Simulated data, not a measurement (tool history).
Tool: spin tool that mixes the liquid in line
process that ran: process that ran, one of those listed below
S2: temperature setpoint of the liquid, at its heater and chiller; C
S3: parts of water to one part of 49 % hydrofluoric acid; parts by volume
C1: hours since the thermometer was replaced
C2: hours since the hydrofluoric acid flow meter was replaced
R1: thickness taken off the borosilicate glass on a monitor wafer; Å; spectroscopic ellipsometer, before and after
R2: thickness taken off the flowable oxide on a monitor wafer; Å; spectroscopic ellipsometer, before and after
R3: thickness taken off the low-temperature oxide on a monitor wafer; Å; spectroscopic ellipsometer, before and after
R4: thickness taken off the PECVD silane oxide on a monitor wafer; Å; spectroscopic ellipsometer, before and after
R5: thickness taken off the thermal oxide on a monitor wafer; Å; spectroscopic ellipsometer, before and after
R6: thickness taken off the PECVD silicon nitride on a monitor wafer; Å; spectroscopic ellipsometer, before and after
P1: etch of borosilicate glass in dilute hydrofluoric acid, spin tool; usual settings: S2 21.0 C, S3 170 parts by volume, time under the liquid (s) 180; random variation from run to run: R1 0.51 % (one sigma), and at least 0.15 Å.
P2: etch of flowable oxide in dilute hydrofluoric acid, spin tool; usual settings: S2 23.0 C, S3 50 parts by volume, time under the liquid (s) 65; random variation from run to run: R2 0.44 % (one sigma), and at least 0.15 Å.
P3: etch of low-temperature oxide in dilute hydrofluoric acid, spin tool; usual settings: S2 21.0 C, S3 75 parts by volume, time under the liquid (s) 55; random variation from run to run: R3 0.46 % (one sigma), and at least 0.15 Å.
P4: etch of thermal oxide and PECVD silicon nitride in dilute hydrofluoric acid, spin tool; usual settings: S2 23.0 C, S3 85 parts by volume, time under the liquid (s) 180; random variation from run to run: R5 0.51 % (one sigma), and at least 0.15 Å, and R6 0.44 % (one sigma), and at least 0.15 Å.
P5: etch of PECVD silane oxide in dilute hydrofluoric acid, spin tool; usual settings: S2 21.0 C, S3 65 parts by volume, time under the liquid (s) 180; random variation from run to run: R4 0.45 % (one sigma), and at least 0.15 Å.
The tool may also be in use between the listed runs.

{"run": 1, "hour": 8.7, "process that ran": "P1", "S2": 21.0, "S3": 170, "time under the liquid (s)": 180, "C1": 354.9, "C2": 791.7, "R1": 148.79}
{"run": 2, "hour": 15.1, "process that ran": "P2", "S2": 23.0, "S3": 50, "time under the liquid (s)": 120, "C1": 361.3, "C2": 798.1, "R2": 673.21}
{"run": 3, "hour": 19.5, "process that ran": "P1", "S2": 21.0, "S3": 170, "time under the liquid (s)": 180, "C1": 365.7, "C2": 802.5, "R1": 149.07}
{"run": 4, "hour": 27.5, "process that ran": "P2", "S2": 23.0, "S3": 50, "time under the liquid (s)": 65, "C1": 373.7, "C2": 810.5, "R2": 367.46}
{"run": 5, "hour": 33.0, "process that ran": "P3", "S2": 21.0, "S3": 75, "time under the liquid (s)": 25, "C1": 379.2, "C2": 816.0, "R3": 50.975}
{"run": 6, "hour": 39.1, "process that ran": "P1", "S2": 21.0, "S3": 170, "time under the liquid (s)": 180, "C1": 385.3, "C2": 822.1, "R1": 148.28}
{"run": 7, "hour": 46.3, "process that ran": "P1", "S2": 17.0, "S3": 170, "time under the liquid (s)": 180, "C1": 392.5, "C2": 829.3, "R1": 126.83}
{"run": 8, "hour": 53.9, "process that ran": "P1", "S2": 21.0, "S3": 170, "time under the liquid (s)": 180, "C1": 400.1, "C2": 836.9, "R1": 149.89}
{"run": 9, "hour": 62.0, "process that ran": "P2", "S2": 19.0, "S3": 50, "time under the liquid (s)": 65, "C1": 408.2, "C2": 845.0, "R2": 311.55}
{"run": 10, "hour": 69.3, "process that ran": "P3", "S2": 17.0, "S3": 75, "time under the liquid (s)": 55, "C1": 415.5, "C2": 852.3, "R3": 94.857}
{"run": 11, "hour": 78.8, "process that ran": "P5", "S2": 27.0, "S3": 65, "time under the liquid (s)": 180, "C1": 425.0, "C2": 861.8, "R4": 488.76}
{"run": 12, "hour": 87.0, "process that ran": "P2", "S2": 23.0, "S3": 50, "time under the liquid (s)": 65, "C1": 433.2, "C2": 870.0, "R2": 368.38}
{"run": 13, "hour": 93.9, "process that ran": "P4", "S2": 26.5, "S3": 85, "time under the liquid (s)": 180, "C1": 440.1, "C2": 876.9, "R5": 113.77, "R6": 75.382}
{"run": 14, "hour": 100.8, "process that ran": "P4", "S2": 23.0, "S3": 85, "time under the liquid (s)": 355, "C1": 447.0, "C2": 883.8, "R5": 193.49, "R6": 117.46}
{"hour": 101.1, "done": "hydrofluoric acid flow meter replaced"}
{"run": 15, "hour": 110.1, "process that ran": "P1", "S2": 21.0, "S3": 170, "time under the liquid (s)": 180, "C1": 456.3, "C2": 9.0, "R1": 150.76}
{"run": 16, "hour": 116.9, "process that ran": "P1", "S2": 21.0, "S3": 170, "time under the liquid (s)": 180, "C1": 463.1, "C2": 15.8, "R1": 148.22}
{"run": 17, "hour": 124.5, "process that ran": "P3", "S2": 21.0, "S3": 75, "time under the liquid (s)": 55, "C1": 470.7, "C2": 23.4, "R3": 112.08}
{"run": 18, "hour": 129.5, "process that ran": "P1", "S2": 28.5, "S3": 170, "time under the liquid (s)": 180, "C1": 475.7, "C2": 28.4, "R1": 196.22}
{"run": 19, "hour": 137.7, "process that ran": "P1", "S2": 21.0, "S3": 170, "time under the liquid (s)": 360, "C1": 483.9, "C2": 36.6, "R1": 299.62}
{"run": 20, "hour": 145.7, "process that ran": "P1", "S2": 21.0, "S3": 240, "time under the liquid (s)": 65, "C1": 491.9, "C2": 44.6, "R1": 35.538}
{"hour": 152.9, "done": "thermometer replaced"}
{"run": 21, "hour": 154.4, "process that ran": "P1", "S2": 21.0, "S3": 100, "time under the liquid (s)": 180, "C1": 1.5, "C2": 53.3, "R1": 271.99}
{"run": 22, "hour": 160.6, "process that ran": "P5", "S2": 21.0, "S3": 65, "time under the liquid (s)": 180, "C1": 7.7, "C2": 59.5, "R4": 379.55}
{"run": 23, "hour": 168.7, "process that ran": "P5", "S2": 21.0, "S3": 65, "time under the liquid (s)": 180, "C1": 15.8, "C2": 67.6, "R4": 383.3}
{"run": 24, "hour": 177.8, "process that ran": "P4", "S2": 23.0, "S3": 30, "time under the liquid (s)": 180, "C1": 24.9, "C2": 76.7, "R5": 299.17, "R6": 165.5}

Forecast run 25:
{"run": 25, "hour": 187.1, "process that ran": "P5", "S2": 21.0, "S3": 110, "time under the liquid (s)": 180, "C1": 34.2, "C2": 86.0, "R4": "?"}

Run 25 gave R4 214.88 Å.
